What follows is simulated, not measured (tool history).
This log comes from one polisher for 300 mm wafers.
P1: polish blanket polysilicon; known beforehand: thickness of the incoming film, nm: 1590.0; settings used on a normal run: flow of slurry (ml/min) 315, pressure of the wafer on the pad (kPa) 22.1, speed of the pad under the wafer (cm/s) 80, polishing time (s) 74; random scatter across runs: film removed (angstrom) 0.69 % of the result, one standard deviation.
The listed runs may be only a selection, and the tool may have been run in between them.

| run | day | flow of slurry (ml/min) | pressure of the wafer on the pad (kPa) | speed of the pad under the wafer (cm/s) | polishing time (s) | wafers polished on this pad | hours since the slurry nozzle was cleaned | hours since the head pressure was calibrated | film removed (angstrom) |
|---|---|---|---|---|---|---|---|---|---|
| 1 | 0.2 | 315 | 22.1 | 80 | 74 | 434 | 520.9 | 151.8 | 4550.6 |
| 2 | 0.388 | 315 | 22.1 | 80 | 74 | 487 | 525.4 | 156.3 | 4585.7 |
| 3 | 0.55 | 315 | 22.1 | 80 | 44 | 533 | 529.3 | 160.2 | 2684.8 |
|  | 0.808 | slurry nozzle cleaned |
| 4 | 0.875 | 315 | 32.4 | 80 | 74 | 624 | 1.6 | 168 | 6687.6 |
| 5 | 1.125 | 315 | 30.3 | 80 | 105 | 695 | 7.6 | 174 | 8908.6 |
| 6 | 1.433 | 315 | 9.7 | 80 | 74 | 781 | 15 | 181.4 | 1993.7 |
| 7 | 1.588 | 315 | 22.1 | 80 | 74 | 825 | 18.7 | 185.1 | 4545.9 |
| 8 | 1.867 | 315 | 22.1 | 122 | 42 | 903 | 25.4 | 191.8 | 3895.2 |
| 9 | 2.021 | 315 | 22.1 | 120 | 74 | 947 | 29.1 | 195.5 | 6798.8 |
| 10 | 2.275 | 190 | 22.1 | 80 | 74 | 1018 | 35.2 | 201.6 | 4238.9 |
| 11 | 2.508 | 420 | 22.1 | 80 | 74 | 1084 | 40.8 | 207.2 | 4634.5 |
| 12 | 2.708 | 315 | 22.1 | 80 | 110 | 1141 | 45.6 | 212 | 6747.4 |
| 13 | 3.012 | 315 | 22.1 | 44 | 74 | 1226 | 52.9 | 219.3 | 2537.6 |
| 14 | 3.321 | 315 | 22.1 | 80 | 74 | 1313 | 60.3 | 226.7 | 4616.4 |
| 15 | 3.617 | 315 | 22.1 | 80 | 74 | 1396 | 67.4 | 233.8 | 4567.6 |
| 16 | 3.829 | 315 | 22.1 | 80 | 74 | 1456 | 72.5 | 238.9 | 4509.5 |
| 17 | 3.975 | 315 | 22.1 | 80 | 74 | 1497 | 76 | 242.4 | 4456.3 |
| 18 | 4.275 | 315 | 22.1 | 80 | 74 | 1582 | 83.2 | 249.6 | 4408.8 |
| 19 | 4.55 | 315 | 22.1 | 80 | 74 | 1659 | 89.8 | 256.2 | 4377.1 |
| 20 | 4.725 | 315 | 22.1 | 80 | 74 | 1709 | 94 | 260.4 | 4351.9 |
| 21 | 4.954 | 315 | 22.1 | 80 | 74 | 1773 | 99.5 | 265.9 | 4397 |
| 22 | 5.233 | 315 | 22.1 | 80 | 74 | 1852 | 106.2 | 272.6 | 4310.5 |
| 23 | 5.462 | 315 | 22.1 | 80 | 74 | 1916 | 111.7 | 278.1 | 4374.4 |
|  | 5.475 | worn pad replaced by a new one |
| 24 | 5.729 | 315 | 22.1 | 80 | 74 | 72 | 118.1 | 284.5 | 4316.8 |
| 25 | 6.046 | 315 | 22.1 | 80 | 74 | 161 | 125.7 | 292.1 | 4363.1 |
| 26 | 6.208 | 315 | 22.1 | 80 | 74 | 207 | 129.6 | 296 | 4354.8 |

What P1 gives has crept away from where it was. These 2 causes fit the log equally well, each at the size given:
A: slurry flow missing at the pad, % = 35.8
B: head's pressure below its setpoint, % = 4.61
The onset of the drift is placed at about day 3.617.
What rules out each remaining cause:
removal rate lost through wear of the pad, %: serviced at day 5.475, after the drift had started, without restoring the earlier output

4 check runs are offered, each on 3 wafers whose results are averaged, their results left as question marks. Which one tells the causes apart?
| check 1 | 6.371 | 315 | 22.1 | 50 | 74 |  |  |  | ? |
| check 2 | 6.371 | 315 | 29 | 104 | 74 |  |  |  | ? |
| check 3 | 6.371 | 190 | 22.1 | 80 | 58 |  |  |  | ? |
| check 4 | 6.371 | 315 | 22.1 | 64 | 101 |  |  |  | ? |

Outcome of each check run for each possible cause:
| check | result | if A | if B |
|---|---|---|---|
| check 1 | film removed (angstrom) | 2709.8 | 2710 |
| check 2 | film removed (angstrom) | 7397.6 | 7398.2 |
| check 3 | film removed (angstrom) | 3123.4 | 3214.4 |
| check 4 | film removed (angstrom) | 4734 | 4734.4 |
Distance between the nearest two causes, measured in the result of the check that separates them most: check 1 0.01 %; check 2 0.01 %; check 3 2.87 %; check 4 0.01 %
Of the check runs offered, only check 3 discriminates between the causes; the rest would read about the same regardless of which cause applies.

The results of check 3 are: film removed (angstrom) 3201.4. Based on these, which of the listed causes is it?

The cause is B: head's pressure below its setpoint, %.
